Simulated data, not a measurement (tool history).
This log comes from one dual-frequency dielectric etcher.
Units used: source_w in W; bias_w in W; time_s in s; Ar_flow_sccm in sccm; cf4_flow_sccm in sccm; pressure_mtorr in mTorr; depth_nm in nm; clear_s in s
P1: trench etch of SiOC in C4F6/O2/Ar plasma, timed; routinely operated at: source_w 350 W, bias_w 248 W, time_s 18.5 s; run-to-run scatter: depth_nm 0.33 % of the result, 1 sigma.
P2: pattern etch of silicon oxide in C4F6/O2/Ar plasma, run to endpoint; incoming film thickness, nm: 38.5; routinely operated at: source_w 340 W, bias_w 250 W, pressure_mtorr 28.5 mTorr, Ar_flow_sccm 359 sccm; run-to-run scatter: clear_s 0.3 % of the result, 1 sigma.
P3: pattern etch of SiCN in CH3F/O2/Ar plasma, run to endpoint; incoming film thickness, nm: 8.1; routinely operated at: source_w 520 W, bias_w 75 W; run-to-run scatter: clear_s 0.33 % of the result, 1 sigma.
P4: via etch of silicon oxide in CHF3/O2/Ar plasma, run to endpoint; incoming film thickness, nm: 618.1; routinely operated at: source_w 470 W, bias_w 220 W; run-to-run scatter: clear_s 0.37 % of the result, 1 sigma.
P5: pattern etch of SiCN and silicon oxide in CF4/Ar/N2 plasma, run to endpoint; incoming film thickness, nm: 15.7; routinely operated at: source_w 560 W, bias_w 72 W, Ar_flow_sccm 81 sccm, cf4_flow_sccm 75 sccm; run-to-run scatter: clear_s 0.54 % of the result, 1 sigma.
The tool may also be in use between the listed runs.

run	hour	process	source_w	bias_w	time_s	Ar_flow_sccm	cf4_flow_sccm	pressure_mtorr	hours since the last wet clean	hours since the last source power generator calibration	hours since the last bias power generator calibration	depth_nm	clear_s
1	11.2	P1	350	248	18.5				298.7	1969.9	3180.1	38.597	
2	20.3	P1	350	248	18.5				307.8	1979.0	3189.2	38.903	
3	34.0	P1	250	248	18.5				321.5	1992.7	3202.9	34.008	
4	42.3	P4	370	220					329.8	2001.0	3211.2		352.290
5	49.4	P3	520	47					336.9	2008.1	3218.3		22.919
6	64.7	P1	350	248	18.5				352.2	2023.4	3233.6	38.704	
7	73.0	P5	710	72		81	75		360.5	2031.7	3241.9		11.426
8	88.0	P5	560	72		51	75		375.5	2046.7	3256.9		13.334
9	96.2	P2	340	250		359		36.0	383.7	2054.9	3265.1		12.195
10	109.5	P1	350	248	18.5				397.0	2068.2	3278.4	38.696	
11	116.3	P2	340	175		359		28.5	403.8	2075.0	3285.2		13.321
12	130.9	P1	290	205	18.5				418.4	2089.6	3299.8	34.034	
13	141.8	P1	350	191	23.5				429.3	2100.5	3310.7	45.136	
14	150.4	P3	520	75					437.9	2109.1	3319.3		19.630
15	158.0	P2	440	250		359		28.5	445.5	2116.7	3326.9		10.742
16	166.6	P5	560	98		81	75		454.1	2125.3	3335.5		12.671
17	177.5	P1	350	248	27.0				465.0	2136.2	3346.4	56.526	
18	190.9	P2	340	250		286		28.5	478.4	2149.6	3359.8		11.512
19	204.4	P1	350	318	18.5				491.9	2163.1	3373.3	42.482	
20	217.3	P5	560	72		81	105		504.8	2176.0	3386.2		13.397
21	226.3	P1	350	169	18.5				513.8	2185.0	3395.2	34.268	
22	239.0	P1	450	248	18.5				526.5	2197.7	3407.9	42.805	
23	250.5	P5	560	72		81	75		538.0	2209.2	3419.4		14.083
24	259.6	P1	350	248	18.5				547.1	2218.3	3428.5	38.922	
25	267.3	P1	350	310	12.0				554.8	2226.0	3436.2	27.130	
26	280.4	P3	300	75					567.9	2239.1	3449.3		24.204
27	287.6	P1	350	248	12.0				575.1	2246.3	3456.5	25.230	
28	298.0	P4	470	220					585.5	2256.7	3466.9		323.740
29	308.7	P4	470	283					596.2	2267.4	3477.6		296.650
30	319.4	P2	340	250		359		28.5	606.9	2278.1	3488.3		11.820
31	330.0	P1	350	248	18.5				617.5	2288.7	3498.9	38.481	
32	344.5	P1	350	248	18.5				632.0	2303.2	3513.4	38.470	
33	354.7	P1	350	248	18.5				642.2	2313.4	3523.6	38.503	
34	369.1	P1	350	248	18.5				656.6	2327.8	3538.0	38.356	
# hour 373.9: wet clean of the chamber
35	382.3	P1	350	248	18.5				8.4	2341.0	3551.2	38.083	
36	392.3	P1	350	248	18.5				18.4	2351.0	3561.2	38.170	
37	399.6	P1	350	248	18.5				25.7	2358.3	3568.5	38.174	
38	408.7	P1	350	248	18.5				34.8	2367.4	3577.6	38.273	
39	418.9	P1	350	248	18.5				45.0	2377.6	3587.8	38.159	

Compared with where it was, what P1 gives has crept away. Each cause listed below fits the log as well as the rest, at the size given for it:
A: source power that arrives under what is set, % = 4.24
B: bias power that arrives under what is set, % = 4.75
The drift started at roughly hour 330.0.
The rest of the possible causes, and what rules out each one:
chamber walls in a state that lowers the etch rate, %: serviced after onset, at hour 373.9, with no recovery of the prior output

Each of the check runs listed below is run on 3 wafers and reports their average, with the results left as question marks. Pick the one under which the possible causes would lead to clearly different results.
check 1	429.1	P4	470	220									?
check 2	429.1	P2	340	250		359		28.5					?
check 3	429.1	P5	560	72		81	75						?
check 4	429.1	P3	520	75									?

Check results expected under each cause:
check	result	if A	if B
check 1	clear_s	329.580	329.880
check 2	clear_s	12.043	12.043
check 3	clear_s	14.667	14.332
check 4	clear_s	19.978	19.990
Separation of the two closest causes in each check, using whichever result separates them best: check 1 0.09 %; check 2 0 %; check 3 2.31 %; check 4 0.06 %
Check 3 tells the causes apart: in the others they would give nearly the same result.

The results of check 3 are: clear_s 14.631 s. Based on these, which of the listed causes is it?

The correct cause is A, namely: source power that arrives under what is set, %.
